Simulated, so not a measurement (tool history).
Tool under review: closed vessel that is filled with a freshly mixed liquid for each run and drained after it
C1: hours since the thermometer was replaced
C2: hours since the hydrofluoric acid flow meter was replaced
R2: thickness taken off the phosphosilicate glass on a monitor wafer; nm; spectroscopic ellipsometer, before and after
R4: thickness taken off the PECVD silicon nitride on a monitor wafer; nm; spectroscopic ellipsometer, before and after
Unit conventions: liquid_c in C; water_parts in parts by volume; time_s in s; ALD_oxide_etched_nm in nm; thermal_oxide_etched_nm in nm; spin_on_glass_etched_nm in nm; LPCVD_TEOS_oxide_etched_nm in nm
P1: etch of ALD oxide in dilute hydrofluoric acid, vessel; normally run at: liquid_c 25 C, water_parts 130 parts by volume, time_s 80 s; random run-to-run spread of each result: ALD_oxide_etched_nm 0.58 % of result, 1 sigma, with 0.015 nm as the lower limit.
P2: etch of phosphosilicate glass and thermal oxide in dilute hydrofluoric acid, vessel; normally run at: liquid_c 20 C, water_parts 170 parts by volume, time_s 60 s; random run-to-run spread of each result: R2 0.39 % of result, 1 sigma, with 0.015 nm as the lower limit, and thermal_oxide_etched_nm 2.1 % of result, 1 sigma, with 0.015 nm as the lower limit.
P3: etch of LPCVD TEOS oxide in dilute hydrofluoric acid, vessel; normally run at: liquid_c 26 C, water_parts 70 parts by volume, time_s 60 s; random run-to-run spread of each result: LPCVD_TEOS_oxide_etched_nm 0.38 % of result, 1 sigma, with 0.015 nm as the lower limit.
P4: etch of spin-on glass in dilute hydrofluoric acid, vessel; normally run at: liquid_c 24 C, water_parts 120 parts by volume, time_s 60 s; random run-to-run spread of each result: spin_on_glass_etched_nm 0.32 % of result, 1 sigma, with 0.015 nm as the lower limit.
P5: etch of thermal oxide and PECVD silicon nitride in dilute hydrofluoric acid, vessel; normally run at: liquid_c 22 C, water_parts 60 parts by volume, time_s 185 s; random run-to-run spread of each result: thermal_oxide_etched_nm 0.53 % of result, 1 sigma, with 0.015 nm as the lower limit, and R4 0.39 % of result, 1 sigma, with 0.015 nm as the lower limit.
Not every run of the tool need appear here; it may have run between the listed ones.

run 1 hour=2.4 | process=P1 liquid_c=25 water_parts=130 time_s=80 | C1=1190.6 C2=122.3 | ALD_oxide_etched_nm=5.8548
run 2 hour=5.7 | process=P2 liquid_c=20 water_parts=170 time_s=30 | C1=1193.9 C2=125.6 | R2=28.744 thermal_oxide_etched_nm=0.66425
run 3 hour=8.7 | process=P5 liquid_c=22 water_parts=60 time_s=30 | C1=1196.9 C2=128.6 | thermal_oxide_etched_nm=2.3669 R4=1.3566
run 4 hour=11.2 | process=P1 liquid_c=25 water_parts=180 time_s=80 | C1=1199.4 C2=131.1 | ALD_oxide_etched_nm=4.0866
run 5 hour=14.7 | process=P4 liquid_c=17 water_parts=120 time_s=60 | C1=1202.9 C2=134.6 | spin_on_glass_etched_nm=17.185
run 6 hour=18.4 | process=P1 liquid_c=29 water_parts=130 time_s=120 | C1=1206.6 C2=138.3 | ALD_oxide_etched_nm=10.369
run 7 hour=22.2 | process=P4 liquid_c=24 water_parts=120 time_s=90 | C1=1210.4 C2=142.1 | spin_on_glass_etched_nm=34.035
run 8 hour=25.4 | process=P3 liquid_c=26 water_parts=70 time_s=60 | C1=1213.6 C2=145.3 | LPCVD_TEOS_oxide_etched_nm=19.315
run 9 hour=29.6 | process=P2 liquid_c=20 water_parts=170 time_s=60 | C1=1217.8 C2=149.5 | R2=57.474 thermal_oxide_etched_nm=1.3783
-- hour=30.5 hydrofluoric acid flow meter replaced
run 10 hour=33.2 | process=P5 liquid_c=22 water_parts=60 time_s=185 | C1=1221.4 C2=2.7 | thermal_oxide_etched_nm=14.467 R4=8.4257
run 11 hour=35.3 | process=P1 liquid_c=25 water_parts=225 time_s=30 | C1=1223.5 C2=4.8 | ALD_oxide_etched_nm=1.1401
run 12 hour=37.8 | process=P1 liquid_c=19 water_parts=130 time_s=80 | C1=1226 C2=7.3 | ALD_oxide_etched_nm=4.6797
run 13 hour=42.1 | process=P1 liquid_c=25 water_parts=80 time_s=80 | C1=1230.3 C2=11.6 | ALD_oxide_etched_nm=10.28
run 14 hour=46 | process=P4 liquid_c=24 water_parts=120 time_s=60 | C1=1234.2 C2=15.5 | spin_on_glass_etched_nm=22.873
run 15 hour=50 | process=P4 liquid_c=24 water_parts=215 time_s=60 | C1=1238.2 C2=19.5 | spin_on_glass_etched_nm=11.484
run 16 hour=52.5 | process=P1 liquid_c=25 water_parts=130 time_s=30 | C1=1240.7 C2=22 | ALD_oxide_etched_nm=2.2226
run 17 hour=55.2 | process=P3 liquid_c=26 water_parts=70 time_s=60 | C1=1243.4 C2=24.7 | LPCVD_TEOS_oxide_etched_nm=19.281
run 18 hour=59.2 | process=P3 liquid_c=26 water_parts=70 time_s=30 | C1=1247.4 C2=28.7 | LPCVD_TEOS_oxide_etched_nm=9.7798
run 19 hour=63 | process=P2 liquid_c=20 water_parts=250 time_s=60 | C1=1251.2 C2=32.5 | R2=36.352 thermal_oxide_etched_nm=0.83902
run 20 hour=65.2 | process=P1 liquid_c=28.5 water_parts=130 time_s=80 | C1=1253.4 C2=34.7 | ALD_oxide_etched_nm=6.7831
run 21 hour=67.4 | process=P1 liquid_c=25 water_parts=130 time_s=80 | C1=1255.6 C2=36.9 | ALD_oxide_etched_nm=5.9758
run 22 hour=69.4 | process=P1 liquid_c=25 water_parts=130 time_s=140 | C1=1257.6 C2=38.9 | ALD_oxide_etched_nm=10.353
run 23 hour=73.4 | process=P2 liquid_c=17 water_parts=170 time_s=60 | C1=1261.6 C2=42.9 | R2=51.052 thermal_oxide_etched_nm=1.1177
run 24 hour=75.8 | process=P5 liquid_c=17 water_parts=60 time_s=185 | C1=1264 C2=45.3 | thermal_oxide_etched_nm=11.927 R4=5.9606
run 25 hour=79.4 | process=P5 liquid_c=22 water_parts=30 time_s=185 | C1=1267.6 C2=48.9 | thermal_oxide_etched_nm=30.293 R4=16.396
run 26 hour=81.3 | process=P5 liquid_c=22 water_parts=60 time_s=185 | C1=1269.5 C2=50.8 | thermal_oxide_etched_nm=14.512 R4=8.3992
run 27 hour=85.3 | process=P3 liquid_c=26 water_parts=125 time_s=60 | C1=1273.5 C2=54.8 | LPCVD_TEOS_oxide_etched_nm=10.067
run 28 hour=87.7 | process=P1 liquid_c=25 water_parts=130 time_s=80 | C1=1275.9 C2=57.2 | ALD_oxide_etched_nm=5.9801
run 29 hour=90.8 | process=P3 liquid_c=19 water_parts=70 time_s=60 | C1=1279 C2=60.3 | LPCVD_TEOS_oxide_etched_nm=14.481
run 30 hour=92.8 | process=P1 liquid_c=25 water_parts=130 time_s=80 | C1=1281 C2=62.3 | ALD_oxide_etched_nm=5.9566
run 31 hour=94.9 | process=P1 liquid_c=25 water_parts=130 time_s=80 | C1=1283.1 C2=64.4 | ALD_oxide_etched_nm=5.8802
run 32 hour=97.5 | process=P1 liquid_c=25 water_parts=130 time_s=80 | C1=1285.7 C2=67 | ALD_oxide_etched_nm=6.0318
run 33 hour=100.6 | process=P1 liquid_c=25 water_parts=130 time_s=80 | C1=1288.8 C2=70.1 | ALD_oxide_etched_nm=6.1736
run 34 hour=103.8 | process=P1 liquid_c=25 water_parts=130 time_s=80 | C1=1292 C2=73.3 | ALD_oxide_etched_nm=6.3064
run 35 hour=107.3 | process=P1 liquid_c=25 water_parts=130 time_s=80 | C1=1295.5 C2=76.8 | ALD_oxide_etched_nm=6.4182
run 36 hour=111.2 | process=P1 liquid_c=25 water_parts=130 time_s=80 | C1=1299.4 C2=80.7 | ALD_oxide_etched_nm=6.3662
run 37 hour=114.1 | process=P1 liquid_c=25 water_parts=130 time_s=80 | C1=1302.3 C2=83.6 | ALD_oxide_etched_nm=6.363
run 38 hour=117.8 | process=P1 liquid_c=25 water_parts=130 time_s=80 | C1=1306 C2=87.3 | ALD_oxide_etched_nm=6.3937
run 39 hour=121.3 | process=P1 liquid_c=25 water_parts=130 time_s=80 | C1=1309.5 C2=90.8 | ALD_oxide_etched_nm=6.4469

P1 has crept away from where it was. The log is fitted equally well by each of these 2 causes, at the sizes shown:
A: liquid hotter than its thermometer reads (K) = 1.99
B: hydrofluoric acid flow above the setpoint (%) = 6.78
The gradual shift began around hour 97.5.

The list below offers 4 check runs, each averaging the results of 2 wafers, and shows each result as a question mark. For which of them would the listed causes give clearly different results?
run check 1 hour=124.8 | process=P4 liquid_c=20.5 water_parts=120 time_s=90 | spin_on_glass_etched_nm=?
run check 2 hour=124.8 | process=P2 liquid_c=17 water_parts=235 time_s=60 | R2=? thermal_oxide_etched_nm=?
run check 3 hour=124.8 | process=P5 liquid_c=22 water_parts=60 time_s=30 | thermal_oxide_etched_nm=? R4=?
run check 4 hour=124.8 | process=P3 liquid_c=26 water_parts=105 time_s=60 | LPCVD_TEOS_oxide_etched_nm=?

Outcome of each check run for each possible cause:
check=check_1 result=spin_on_glass_etched_nm if_A=32.283 if_B=32.104
check=check_2 result=R2 if_A=37.654 if_B=37.724
check=check_2 result=thermal_oxide_etched_nm if_A=0.88204 if_B=0.88366
check=check_3 result=thermal_oxide_etched_nm if_A=2.5579 if_B=2.5285
check=check_3 result=R4 if_A=1.557 if_B=1.4511
check=check_4 result=LPCVD_TEOS_oxide_etched_nm if_A=13.334 if_B=13.305
Smallest distance between any two causes, each pair judged by its most separating result, in per cent: check 1 0.56 %; check 2 0.18 %; check 3 7.05 %; check 4 0.22 %
Check 3 tells the causes apart: in the others they would give nearly the same result.

Check 3 has now been run. It gave: thermal_oxide_etched_nm 2.5402 nm; R4 1.4443 nm. Which of the candidate causes is it?

The correct cause is B, namely: hydrofluoric acid flow above the setpoint (%).

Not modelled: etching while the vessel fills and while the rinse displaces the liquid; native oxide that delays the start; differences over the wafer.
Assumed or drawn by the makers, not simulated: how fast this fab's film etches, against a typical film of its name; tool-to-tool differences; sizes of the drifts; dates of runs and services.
